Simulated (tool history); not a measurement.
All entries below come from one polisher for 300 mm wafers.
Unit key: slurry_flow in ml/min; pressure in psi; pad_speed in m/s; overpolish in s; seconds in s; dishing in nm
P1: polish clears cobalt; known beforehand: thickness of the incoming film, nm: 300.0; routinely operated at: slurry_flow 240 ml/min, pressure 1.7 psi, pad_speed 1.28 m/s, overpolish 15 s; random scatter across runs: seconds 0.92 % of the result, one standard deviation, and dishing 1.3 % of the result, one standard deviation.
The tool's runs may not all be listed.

run 1 day=0.404 | slurry_flow=240 pressure=1.7 pad_speed=1.28 overpolish=15 | seconds=47.207 dishing=50.644
run 2 day=0.829 | slurry_flow=240 pressure=1.7 pad_speed=1.28 overpolish=15 | seconds=46.99 dishing=51.551
run 3 day=1.258 | slurry_flow=240 pressure=1.7 pad_speed=1.94 overpolish=15 | seconds=31.561 dishing=59.667
run 4 day=1.85 | slurry_flow=240 pressure=1.7 pad_speed=1.28 overpolish=15 | seconds=48.194 dishing=50.869
run 5 day=2.167 | slurry_flow=240 pressure=1.7 pad_speed=1.28 overpolish=4 | seconds=47.558 dishing=20.763
run 6 day=2.654 | slurry_flow=240 pressure=1.7 pad_speed=0.72 overpolish=25 | seconds=82.467 dishing=49.084
run 7 day=3.246 | slurry_flow=240 pressure=0.8 pad_speed=1.28 overpolish=15 | seconds=99.666 dishing=32.779
run 8 day=3.575 | slurry_flow=240 pressure=1.7 pad_speed=1.28 overpolish=15 | seconds=47.933 dishing=51.395
run 9 day=4.133 | slurry_flow=145 pressure=1.7 pad_speed=1.28 overpolish=15 | seconds=50.334 dishing=48.721
run 10 day=4.488 | slurry_flow=240 pressure=1.7 pad_speed=0.96 overpolish=15 | seconds=63.169 dishing=44.259
-- day=4.592 slurry nozzle cleaned
run 11 day=5.058 | slurry_flow=240 pressure=1.7 pad_speed=1.28 overpolish=22 | seconds=47.973 dishing=58.59
run 12 day=5.496 | slurry_flow=315 pressure=1.7 pad_speed=1.28 overpolish=15 | seconds=45.744 dishing=52.104
run 13 day=6.004 | slurry_flow=240 pressure=1.7 pad_speed=1.74 overpolish=4 | seconds=34.772 dishing=27.089
run 14 day=6.267 | slurry_flow=240 pressure=1.7 pad_speed=1.28 overpolish=15 | seconds=47.525 dishing=50.453
run 15 day=6.621 | slurry_flow=240 pressure=1.7 pad_speed=0.82 overpolish=8 | seconds=74.059 dishing=26.296
run 16 day=7.158 | slurry_flow=240 pressure=1.7 pad_speed=1.28 overpolish=15 | seconds=47.051 dishing=50.271
run 17 day=7.7 | slurry_flow=240 pressure=2.3 pad_speed=1.28 overpolish=15 | seconds=34.855 dishing=57.913
run 18 day=8.208 | slurry_flow=240 pressure=1.7 pad_speed=1.28 overpolish=15 | seconds=46.565 dishing=50.797
run 19 day=8.658 | slurry_flow=240 pressure=1.7 pad_speed=1.28 overpolish=15 | seconds=47.495 dishing=48.872
run 20 day=9.204 | slurry_flow=240 pressure=1.7 pad_speed=1.28 overpolish=15 | seconds=48.241 dishing=50.621
run 21 day=9.479 | slurry_flow=240 pressure=1.7 pad_speed=1.28 overpolish=15 | seconds=49.279 dishing=49.826
run 22 day=10.062 | slurry_flow=240 pressure=1.7 pad_speed=1.28 overpolish=15 | seconds=48.989 dishing=50.283
run 23 day=10.658 | slurry_flow=240 pressure=1.7 pad_speed=1.28 overpolish=15 | seconds=50.027 dishing=50.917
run 24 day=11.012 | slurry_flow=240 pressure=1.7 pad_speed=1.28 overpolish=15 | seconds=49.13 dishing=49.694
run 25 day=11.425 | slurry_flow=240 pressure=1.7 pad_speed=1.28 overpolish=15 | seconds=49.109 dishing=49.366

Run 26 comes next. What will it give?
-- day=11.592 head pressure recalibrated
run 26 day=11.946 | slurry_flow=240 pressure=1.7 pad_speed=1.28 overpolish=15 | seconds=? dishing=?

seconds: 48.967 s
dishing: 50.37 nm
